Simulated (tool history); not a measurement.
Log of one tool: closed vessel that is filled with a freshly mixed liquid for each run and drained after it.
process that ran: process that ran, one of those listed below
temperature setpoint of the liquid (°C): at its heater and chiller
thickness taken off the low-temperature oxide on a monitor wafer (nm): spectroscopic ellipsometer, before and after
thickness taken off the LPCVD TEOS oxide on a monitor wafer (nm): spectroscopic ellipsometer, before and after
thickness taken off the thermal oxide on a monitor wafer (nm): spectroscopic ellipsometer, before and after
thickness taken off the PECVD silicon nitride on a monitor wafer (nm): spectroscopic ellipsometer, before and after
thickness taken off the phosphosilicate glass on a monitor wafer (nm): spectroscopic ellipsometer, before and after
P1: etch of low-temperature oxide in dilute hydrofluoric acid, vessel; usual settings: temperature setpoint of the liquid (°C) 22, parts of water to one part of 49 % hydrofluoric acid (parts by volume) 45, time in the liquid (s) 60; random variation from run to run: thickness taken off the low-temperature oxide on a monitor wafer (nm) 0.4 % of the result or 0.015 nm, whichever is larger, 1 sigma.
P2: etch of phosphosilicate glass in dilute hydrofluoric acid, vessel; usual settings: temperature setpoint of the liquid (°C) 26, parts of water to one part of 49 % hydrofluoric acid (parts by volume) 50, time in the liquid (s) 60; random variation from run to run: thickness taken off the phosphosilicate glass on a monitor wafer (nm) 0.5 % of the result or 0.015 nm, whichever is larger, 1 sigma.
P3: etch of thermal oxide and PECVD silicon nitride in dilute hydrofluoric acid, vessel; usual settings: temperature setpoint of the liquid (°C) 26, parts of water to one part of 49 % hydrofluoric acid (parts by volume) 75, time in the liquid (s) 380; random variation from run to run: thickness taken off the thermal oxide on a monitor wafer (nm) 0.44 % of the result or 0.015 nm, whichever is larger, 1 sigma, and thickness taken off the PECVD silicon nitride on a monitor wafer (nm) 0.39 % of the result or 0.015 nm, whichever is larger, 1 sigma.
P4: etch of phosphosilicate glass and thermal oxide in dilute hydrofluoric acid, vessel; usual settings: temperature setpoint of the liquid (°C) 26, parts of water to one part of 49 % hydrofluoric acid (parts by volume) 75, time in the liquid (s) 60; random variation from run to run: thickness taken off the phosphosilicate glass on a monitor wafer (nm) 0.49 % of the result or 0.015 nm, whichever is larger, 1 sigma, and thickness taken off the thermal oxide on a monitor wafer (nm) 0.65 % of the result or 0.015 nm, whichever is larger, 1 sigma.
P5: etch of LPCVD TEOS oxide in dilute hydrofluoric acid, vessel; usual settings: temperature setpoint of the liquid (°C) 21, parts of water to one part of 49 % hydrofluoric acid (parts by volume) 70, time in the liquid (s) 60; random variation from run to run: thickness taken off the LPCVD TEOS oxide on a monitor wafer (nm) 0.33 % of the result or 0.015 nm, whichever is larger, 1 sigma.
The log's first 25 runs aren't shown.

run   hour  process that ran  temperature setpoint of the liquid (°C)  parts of water to one part of 49 % hydrofluoric acid (parts by volume)  time in the liquid (s)  thickness taken off the low-temperature oxide on a monitor wafer (nm)  thickness taken off the LPCVD TEOS oxide on a monitor wafer (nm)  thickness taken off the thermal oxide on a monitor wafer (nm)  thickness taken off the PECVD silicon nitride on a monitor wafer (nm)  thickness taken off the phosphosilicate glass on a monitor wafer (nm)
 26  264.7                P4                                       26                                                                      30                      60                                                                                                                                                                                                  11.105                                                                                                                                        479.49
 27    272                P3                                       26                                                                     115                     380                                                                                                                                                                                                   16.45                                                                 13.965
 28  284.5                P4                                     31.5                                                                      75                      60                                                                                                                                                                                                  5.1989                                                                                                                                        223.69
 29    291                P3                                       26                                                                      75                     380                                                                                                                                                                                                  26.844                                                                 21.172
 30  305.4                P1                                     25.5                                                                      30                      60                                                                 83.891
 31  314.7                P1                                       18                                                                      45                      60                                                                 39.951
 32  327.2                P1                                       22                                                                      45                      60                                                                 47.285
 33  335.8                P1                                       22                                                                      45                      60                                                                 46.625
 34  349.9                P1                                       22                                                                      45                      60                                                                 45.112
 35  361.1                P1                                       22                                                                      45                      60                                                                 44.306
 36  373.6                P1                                       22                                                                      45                      60                                                                 43.861

The next listed run, before its measurement:
 37  387.3                P1                                       22                                                                      45                      60                                                                      ?

{"run 37": {"thickness taken off the low-temperature oxide on a monitor wafer (nm)": 43.116}}
